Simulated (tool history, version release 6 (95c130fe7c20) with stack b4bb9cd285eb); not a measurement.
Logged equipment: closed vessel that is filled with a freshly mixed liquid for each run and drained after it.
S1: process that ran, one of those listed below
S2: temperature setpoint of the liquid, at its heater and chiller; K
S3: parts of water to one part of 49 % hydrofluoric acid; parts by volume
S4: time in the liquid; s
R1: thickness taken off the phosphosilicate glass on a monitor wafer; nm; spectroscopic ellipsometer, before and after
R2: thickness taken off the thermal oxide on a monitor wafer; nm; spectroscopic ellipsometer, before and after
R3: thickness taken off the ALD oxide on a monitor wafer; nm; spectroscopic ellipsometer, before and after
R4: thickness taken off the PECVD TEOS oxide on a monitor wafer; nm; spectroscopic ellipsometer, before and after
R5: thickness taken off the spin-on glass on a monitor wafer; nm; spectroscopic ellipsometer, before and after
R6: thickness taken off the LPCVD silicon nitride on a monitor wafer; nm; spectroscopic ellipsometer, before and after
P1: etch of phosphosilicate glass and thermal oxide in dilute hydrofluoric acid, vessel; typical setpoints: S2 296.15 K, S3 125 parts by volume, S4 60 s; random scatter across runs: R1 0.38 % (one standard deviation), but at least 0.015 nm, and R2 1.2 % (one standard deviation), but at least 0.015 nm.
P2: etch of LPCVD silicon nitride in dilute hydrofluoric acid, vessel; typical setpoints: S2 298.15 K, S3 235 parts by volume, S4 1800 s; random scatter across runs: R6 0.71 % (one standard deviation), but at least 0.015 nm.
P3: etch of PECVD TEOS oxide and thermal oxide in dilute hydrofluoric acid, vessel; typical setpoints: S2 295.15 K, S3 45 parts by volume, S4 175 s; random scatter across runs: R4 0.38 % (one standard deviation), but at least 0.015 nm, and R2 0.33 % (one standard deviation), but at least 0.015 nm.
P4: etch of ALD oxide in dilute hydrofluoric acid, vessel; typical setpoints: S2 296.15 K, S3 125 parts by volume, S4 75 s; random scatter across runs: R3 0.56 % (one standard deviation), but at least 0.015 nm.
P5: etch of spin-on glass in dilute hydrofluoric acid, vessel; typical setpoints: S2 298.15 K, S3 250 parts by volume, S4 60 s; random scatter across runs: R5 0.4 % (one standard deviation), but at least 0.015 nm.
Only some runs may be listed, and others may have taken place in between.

run 1 day=0.208 | S1=P1 S2=296.15 S3=125 S4=60 | R1=66.76 R2=2.1112
run 2 day=0.517 | S1=P4 S2=296.15 S3=125 S4=135 | R3=25.86
run 3 day=0.862 | S1=P3 S2=295.15 S3=45 S4=175 | R2=19.1 R4=53.833
run 4 day=1.062 | S1=P1 S2=296.15 S3=125 S4=30 | R1=33.625 R2=1.0459
run 5 day=1.283 | S1=P1 S2=291.65 S3=215 S4=60 | R1=29.431 R2=0.91472
run 6 day=1.521 | S1=P5 S2=298.15 S3=250 S4=105 | R5=18.28
run 7 day=1.85 | S1=P5 S2=298.15 S3=250 S4=60 | R5=10.366
run 8 day=2.075 | S1=P4 S2=290.15 S3=125 S4=75 | R3=11.18
run 9 day=2.258 | S1=P2 S2=298.15 S3=50 S4=1800 | R6=18.423
run 10 day=2.488 | S1=P1 S2=296.15 S3=125 S4=60 | R1=66.443 R2=2.1055
run 11 day=2.717 | S1=P5 S2=298.15 S3=250 S4=60 | R5=10.357
run 12 day=3.046 | S1=P2 S2=298.15 S3=235 S4=1800 | R6=3.997
run 13 day=3.288 | S1=P1 S2=296.15 S3=125 S4=60 | R1=66.577 R2=2.1012
run 14 day=3.504 | S1=P1 S2=296.15 S3=125 S4=60 | R1=66.656 R2=2.0909
run 15 day=3.817 | S1=P4 S2=296.15 S3=125 S4=75 | R3=14.415
run 16 day=4.146 | S1=P2 S2=298.15 S3=235 S4=1800 | R6=3.9511
run 17 day=4.333 | S1=P3 S2=295.15 S3=45 S4=315 | R2=34.136 R4=96.528
run 18 day=4.617 | S1=P1 S2=296.15 S3=125 S4=60 | R1=66.623 R2=2.0971
run 19 day=4.792 | S1=P1 S2=296.15 S3=125 S4=60 | R1=66.116 R2=2.0796
run 20 day=5.008 | S1=P2 S2=298.15 S3=235 S4=3120 | R6=6.883
run 21 day=5.171 | S1=P4 S2=296.15 S3=125 S4=75 | R3=14.468
run 22 day=5.433 | S1=P4 S2=296.15 S3=185 S4=75 | R3=9.2211
run 23 day=5.696 | S1=P3 S2=295.15 S3=70 S4=175 | R2=11.95 R4=33.508

The next listed run, before its measurement:
run 24 day=5.929 | S1=P1 S2=300.65 S3=125 S4=60 | R1=? R2=?

{"run 24": {"R1": 79.171, "R2": 2.469}}
